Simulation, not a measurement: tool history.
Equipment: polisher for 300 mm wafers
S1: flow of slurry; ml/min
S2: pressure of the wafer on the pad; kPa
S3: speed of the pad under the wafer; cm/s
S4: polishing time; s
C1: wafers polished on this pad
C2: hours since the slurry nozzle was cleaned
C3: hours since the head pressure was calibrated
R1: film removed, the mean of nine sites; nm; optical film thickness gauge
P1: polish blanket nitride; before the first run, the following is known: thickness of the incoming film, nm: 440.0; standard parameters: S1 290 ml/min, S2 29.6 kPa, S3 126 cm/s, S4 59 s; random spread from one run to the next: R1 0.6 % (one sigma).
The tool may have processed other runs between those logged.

{"run": 1, "hour": 7.9, "S1": 290, "S2": 29.6, "S3": 126, "S4": 59, "C1": 1052, "C2": 211, "C3": 57.7, "R1": 139.56}
{"run": 2, "hour": 18.7, "S1": 290, "S2": 29.6, "S3": 58, "S4": 59, "C1": 1180, "C2": 221.8, "C3": 68.5, "R1": 75.525}
{"run": 3, "hour": 24.4, "S1": 290, "S2": 29.6, "S3": 126, "S4": 59, "C1": 1248, "C2": 227.5, "C3": 74.2, "R1": 139.09}
{"run": 4, "hour": 32.5, "S1": 290, "S2": 29.6, "S3": 126, "S4": 59, "C1": 1344, "C2": 235.6, "C3": 82.3, "R1": 139.98}
{"run": 5, "hour": 38.7, "S1": 290, "S2": 29.6, "S3": 126, "S4": 59, "C1": 1417, "C2": 241.8, "C3": 88.5, "R1": 139.02}
{"run": 6, "hour": 44.6, "S1": 290, "S2": 29.6, "S3": 126, "S4": 32, "C1": 1487, "C2": 247.7, "C3": 94.4, "R1": 76.356}
{"run": 7, "hour": 55.3, "S1": 290, "S2": 16.5, "S3": 126, "S4": 59, "C1": 1614, "C2": 258.4, "C3": 105.1, "R1": 78.667}
{"run": 8, "hour": 60.8, "S1": 175, "S2": 29.6, "S3": 126, "S4": 59, "C1": 1679, "C2": 263.9, "C3": 110.6, "R1": 132.16}
{"run": 9, "hour": 71.8, "S1": 175, "S2": 29.6, "S3": 176, "S4": 59, "C1": 1810, "C2": 274.9, "C3": 121.6, "R1": 171.64}
{"run": 10, "hour": 81.4, "S1": 290, "S2": 29.6, "S3": 126, "S4": 81, "C1": 1923, "C2": 284.5, "C3": 131.2, "R1": 194}
{"run": 11, "hour": 86.4, "S1": 290, "S2": 42.1, "S3": 126, "S4": 59, "C1": 1983, "C2": 289.5, "C3": 136.2, "R1": 199.79}
{"run": 12, "hour": 97.0, "S1": 290, "S2": 29.6, "S3": 198, "S4": 59, "C1": 2108, "C2": 300.1, "C3": 146.8, "R1": 203.17}
{"hour": 99.6, "done": "slurry nozzle cleaned"}
{"run": 13, "hour": 103.2, "S1": 405, "S2": 29.6, "S3": 126, "S4": 59, "C1": 2182, "C2": 3.7, "C3": 153, "R1": 145.19}
{"run": 14, "hour": 109.1, "S1": 290, "S2": 29.6, "S3": 126, "S4": 59, "C1": 2252, "C2": 9.6, "C3": 158.9, "R1": 140.29}
{"run": 15, "hour": 116.4, "S1": 290, "S2": 19.3, "S3": 176, "S4": 59, "C1": 2338, "C2": 16.9, "C3": 166.2, "R1": 119.59}
{"run": 16, "hour": 126.7, "S1": 290, "S2": 29.6, "S3": 126, "S4": 59, "C1": 2461, "C2": 27.2, "C3": 176.5, "R1": 139.4}
{"run": 17, "hour": 134.2, "S1": 290, "S2": 29.6, "S3": 126, "S4": 59, "C1": 2550, "C2": 34.7, "C3": 184, "R1": 138.68}
{"run": 18, "hour": 143.3, "S1": 290, "S2": 29.6, "S3": 126, "S4": 59, "C1": 2657, "C2": 43.8, "C3": 193.1, "R1": 136.45}
{"run": 19, "hour": 151.5, "S1": 290, "S2": 29.6, "S3": 126, "S4": 59, "C1": 2755, "C2": 52, "C3": 201.3, "R1": 136.1}
{"hour": 154.6, "done": "worn pad replaced by a new one"}
{"run": 20, "hour": 158.5, "S1": 290, "S2": 29.6, "S3": 126, "S4": 59, "C1": 46, "C2": 59, "C3": 208.3, "R1": 135.48}
{"run": 21, "hour": 168.3, "S1": 290, "S2": 29.6, "S3": 126, "S4": 59, "C1": 162, "C2": 68.8, "C3": 218.1, "R1": 135.16}

Run 22 comes next. What will it give?
{"run": 22, "hour": 175.3, "S1": 290, "S2": 29.6, "S3": 126, "S4": 59, "C1": 245, "C2": 75.8, "C3": 225.1, "R1": "?"}

R1: 135.82 nm
